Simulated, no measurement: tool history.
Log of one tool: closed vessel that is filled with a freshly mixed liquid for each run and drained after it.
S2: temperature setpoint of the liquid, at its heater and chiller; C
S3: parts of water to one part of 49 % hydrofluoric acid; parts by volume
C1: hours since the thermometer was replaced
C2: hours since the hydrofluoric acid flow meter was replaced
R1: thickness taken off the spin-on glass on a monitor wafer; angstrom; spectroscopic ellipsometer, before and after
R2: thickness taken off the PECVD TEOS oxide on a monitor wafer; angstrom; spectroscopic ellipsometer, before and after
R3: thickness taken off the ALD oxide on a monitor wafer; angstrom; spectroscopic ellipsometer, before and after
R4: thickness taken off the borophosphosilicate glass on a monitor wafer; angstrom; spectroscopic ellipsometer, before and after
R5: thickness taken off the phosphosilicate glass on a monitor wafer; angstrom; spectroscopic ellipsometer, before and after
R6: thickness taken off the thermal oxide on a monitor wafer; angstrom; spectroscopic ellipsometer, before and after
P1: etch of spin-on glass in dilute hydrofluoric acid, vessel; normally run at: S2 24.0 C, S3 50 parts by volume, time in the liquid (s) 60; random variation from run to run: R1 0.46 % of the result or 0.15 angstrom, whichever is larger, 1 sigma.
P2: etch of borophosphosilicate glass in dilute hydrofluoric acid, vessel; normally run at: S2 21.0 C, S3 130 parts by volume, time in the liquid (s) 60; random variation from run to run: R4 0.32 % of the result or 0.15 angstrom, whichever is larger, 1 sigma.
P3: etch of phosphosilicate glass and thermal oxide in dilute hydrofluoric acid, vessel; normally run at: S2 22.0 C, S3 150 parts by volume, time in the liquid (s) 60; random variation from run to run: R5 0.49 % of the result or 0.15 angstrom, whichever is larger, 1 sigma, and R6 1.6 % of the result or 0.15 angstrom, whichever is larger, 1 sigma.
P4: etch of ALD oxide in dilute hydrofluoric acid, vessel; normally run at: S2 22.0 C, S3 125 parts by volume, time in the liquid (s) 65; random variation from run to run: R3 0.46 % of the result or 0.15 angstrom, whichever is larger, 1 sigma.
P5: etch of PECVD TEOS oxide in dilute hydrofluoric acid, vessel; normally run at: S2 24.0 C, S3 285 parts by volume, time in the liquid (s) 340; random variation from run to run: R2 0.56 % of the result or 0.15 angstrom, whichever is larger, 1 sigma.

run 1 hour=8.1 | process_that_ran=P1 S2=24.0 S3=50 time_in_the_liquid_(s)=60 | C1=230.6 C2=592.8 | R1=396.18
run 2 hour=16.0 | process_that_ran=P5 S2=24.0 S3=285 time_in_the_liquid_(s)=340 | C1=238.5 C2=600.7 | R2=231.92
run 3 hour=32.6 | process_that_ran=P5 S2=19.0 S3=285 time_in_the_liquid_(s)=340 | C1=255.1 C2=617.3 | R2=193.96
run 4 hour=44.7 | process_that_ran=P4 S2=17.0 S3=125 time_in_the_liquid_(s)=65 | C1=267.2 C2=629.4 | R3=120.520
run 5 hour=60.7 | process_that_ran=P2 S2=21.0 S3=130 time_in_the_liquid_(s)=60 | C1=283.2 C2=645.4 | R4=146.520
run 6 hour=75.6 | process_that_ran=P1 S2=30.0 S3=90 time_in_the_liquid_(s)=60 | C1=298.1 C2=660.3 | R1=266.84
run 7 hour=91.7 | process_that_ran=P1 S2=24.0 S3=20 time_in_the_liquid_(s)=60 | C1=314.2 C2=676.4 | R1=1035.50
run 8 hour=99.5 | process_that_ran=P1 S2=18.0 S3=50 time_in_the_liquid_(s)=60 | C1=322.0 C2=684.2 | R1=309.77
run 9 hour=108.9 | process_that_ran=P2 S2=17.0 S3=130 time_in_the_liquid_(s)=60 | C1=331.4 C2=693.6 | R4=124.390
run 10 hour=118.7 | process_that_ran=P4 S2=22.0 S3=125 time_in_the_liquid_(s)=65 | C1=341.2 C2=703.4 | R3=146.800
run 11 hour=132.5 | process_that_ran=P1 S2=24.0 S3=50 time_in_the_liquid_(s)=60 | C1=355.0 C2=717.2 | R1=397.77
run 12 hour=147.9 | process_that_ran=P1 S2=24.0 S3=50 time_in_the_liquid_(s)=60 | C1=370.4 C2=732.6 | R1=401.18
run 13 hour=160.3 | process_that_ran=P2 S2=21.0 S3=130 time_in_the_liquid_(s)=60 | C1=382.8 C2=745.0 | R4=145.200
run 14 hour=170.0 | process_that_ran=P1 S2=24.0 S3=50 time_in_the_liquid_(s)=60 | C1=392.5 C2=754.7 | R1=401.43
run 15 hour=182.1 | process_that_ran=P1 S2=28.5 S3=50 time_in_the_liquid_(s)=60 | C1=404.6 C2=766.8 | R1=478.72
run 16 hour=196.5 | process_that_ran=P3 S2=22.0 S3=30 time_in_the_liquid_(s)=60 | C1=419.0 C2=781.2 | R5=1606.70 R6=92.441
run 17 hour=206.4 | process_that_ran=P4 S2=22.0 S3=125 time_in_the_liquid_(s)=30 | C1=428.9 C2=791.1 | R3=67.530
run 18 hour=218.4 | process_that_ran=P3 S2=22.0 S3=150 time_in_the_liquid_(s)=60 | C1=440.9 C2=803.1 | R5=278.50 R6=15.763
run 19 hour=233.5 | process_that_ran=P3 S2=22.0 S3=150 time_in_the_liquid_(s)=115 | C1=456.0 C2=818.2 | R5=530.69 R6=30.229
run 20 hour=248.0 | process_that_ran=P5 S2=24.0 S3=515 time_in_the_liquid_(s)=340 | C1=470.5 C2=832.7 | R2=104.64
run 21 hour=264.1 | process_that_ran=P3 S2=22.0 S3=150 time_in_the_liquid_(s)=60 | C1=486.6 C2=848.8 | R5=277.85 R6=16.203
run 22 hour=280.4 | process_that_ran=P1 S2=24.0 S3=70 time_in_the_liquid_(s)=60 | C1=502.9 C2=865.1 | R1=279.60
run 23 hour=295.8 | process_that_ran=P2 S2=21.0 S3=25 time_in_the_liquid_(s)=60 | C1=518.3 C2=880.5 | R4=854.490
run 24 hour=309.9 | process_that_ran=P5 S2=24.0 S3=285 time_in_the_liquid_(s)=650 | C1=532.4 C2=894.6 | R2=439.70
run 25 hour=324.7 | process_that_ran=P1 S2=24.0 S3=50 time_in_the_liquid_(s)=60 | C1=547.2 C2=909.4 | R1=401.93
run 26 hour=338.9 | process_that_ran=P1 S2=24.0 S3=50 time_in_the_liquid_(s)=60 | C1=561.4 C2=923.6 | R1=398.94
run 27 hour=355.3 | process_that_ran=P2 S2=21.0 S3=130 time_in_the_liquid_(s)=30 | C1=577.8 C2=940.0 | R4=72.807
run 28 hour=370.7 | process_that_ran=P1 S2=24.0 S3=50 time_in_the_liquid_(s)=110 | C1=593.2 C2=955.4 | R1=733.85
run 29 hour=387.0 | process_that_ran=P4 S2=22.0 S3=125 time_in_the_liquid_(s)=65 | C1=609.5 C2=971.7 | R3=147.520
run 30 hour=398.6 | process_that_ran=P1 S2=24.0 S3=50 time_in_the_liquid_(s)=30 | C1=621.1 C2=983.3 | R1=198.71
run 31 hour=412.4 | process_that_ran=P4 S2=22.0 S3=180 time_in_the_liquid_(s)=65 | C1=634.9 C2=997.1 | R3=96.308
run 32 hour=426.1 | process_that_ran=P3 S2=26.0 S3=150 time_in_the_liquid_(s)=60 | C1=648.6 C2=1010.8 | R5=319.83 R6=18.134
run 33 hour=436.2 | process_that_ran=P5 S2=24.0 S3=285 time_in_the_liquid_(s)=340 | C1=658.7 C2=1020.9 | R2=231.14
run 34 hour=445.2 | process_that_ran=P1 S2=24.0 S3=20 time_in_the_liquid_(s)=40 | C1=667.7 C2=1029.9 | R1=692.41
run 35 hour=461.6 | process_that_ran=P1 S2=24.0 S3=50 time_in_the_liquid_(s)=60 | C1=684.1 C2=1046.3 | R1=403.37
run 36 hour=475.5 | process_that_ran=P1 S2=24.0 S3=50 time_in_the_liquid_(s)=60 | C1=698.0 C2=1060.2 | R1=409.85
run 37 hour=484.6 | process_that_ran=P1 S2=24.0 S3=50 time_in_the_liquid_(s)=60 | C1=707.1 C2=1069.3 | R1=414.24
run 38 hour=500.0 | process_that_ran=P1 S2=24.0 S3=50 time_in_the_liquid_(s)=60 | C1=722.5 C2=1084.7 | R1=421.14
run 39 hour=516.8 | process_that_ran=P1 S2=24.0 S3=50 time_in_the_liquid_(s)=60 | C1=739.3 C2=1101.5 | R1=424.23
run 40 hour=525.3 | process_that_ran=P1 S2=24.0 S3=50 time_in_the_liquid_(s)=60 | C1=747.8 C2=1110.0 | R1=424.43
run 41 hour=539.4 | process_that_ran=P1 S2=24.0 S3=50 time_in_the_liquid_(s)=60 | C1=761.9 C2=1124.1 | R1=425.20

Run 42 comes next. What will it give?
run 42 hour=555.4 | process_that_ran=P1 S2=24.0 S3=50 time_in_the_liquid_(s)=60 | C1=777.9 C2=1140.1 | R1=?

R1: 427.91 angstrom
